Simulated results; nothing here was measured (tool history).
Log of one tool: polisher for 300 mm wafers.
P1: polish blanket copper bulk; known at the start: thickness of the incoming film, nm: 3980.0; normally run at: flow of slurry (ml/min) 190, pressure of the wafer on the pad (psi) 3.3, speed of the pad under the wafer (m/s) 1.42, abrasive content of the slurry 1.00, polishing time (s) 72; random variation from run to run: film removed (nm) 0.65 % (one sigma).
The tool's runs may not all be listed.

run	day	flow of slurry (ml/min)	pressure of the wafer on the pad (psi)	speed of the pad under the wafer (m/s)	abrasive content of the slurry	polishing time (s)	wafers polished on this pad	hours since the slurry nozzle was cleaned	hours since the head pressure was calibrated	hours since the slurry blender was calibrated	film removed (nm)
1	0.225	190	3.3	1.42	1.00	72	663	169.1	763.8	258.8	978.15
2	0.367	190	3.3	1.42	1.25	37	697	172.5	767.2	262.2	526.75
3	0.654	190	3.3	1.42	1.00	72	765	179.4	774.1	269.1	959.57
# day 0.733: slurry nozzle cleaned
4	0.862	190	3.3	1.42	1.00	39	815	3.1	779.1	274.1	526.03
5	1.042	190	3.3	1.42	1.00	113	857	7.4	783.4	278.4	1518.80
6	1.292	190	3.3	2.02	1.00	72	917	13.4	789.4	284.4	1377.90
7	1.475	190	5.1	1.42	1.00	72	960	17.8	793.8	288.8	1493.40
8	1.771	190	3.3	1.42	0.70	72	1031	24.9	800.9	295.9	910.01
9	1.912	190	3.3	1.42	1.00	72	1064	28.3	804.3	299.3	977.13
10	2.162	275	3.3	1.42	1.00	72	1124	34.3	810.3	305.3	1016.60
11	2.371	115	3.3	1.42	1.00	72	1173	39.3	815.3	310.3	881.69
12	2.671	140	3.3	0.72	1.00	72	1244	46.5	822.5	317.5	468.27
13	2.867	190	2.3	1.42	1.00	72	1291	51.2	827.2	322.2	681.21
14	3.158	190	3.3	1.42	1.30	72	1360	58.2	834.2	329.2	1029.70
15	3.458	190	3.3	0.66	1.00	72	1431	65.4	841.4	336.4	447.30
# day 3.550: head pressure recalibrated
16	3.671	190	3.3	1.42	1.00	72	1482	70.5	3.0	341.5	968.32
17	3.850	190	3.3	2.10	0.65	72	1524	74.8	7.3	345.8	1325.30
18	4.100	190	3.3	1.42	1.00	72	1584	80.8	13.3	351.8	973.87

The next listed run, before its measurement:
19	4.358	190	3.3	1.42	1.00	72	1645	87.0	19.5	358.0	?

Run 19 gave film removed (nm) 976.53.
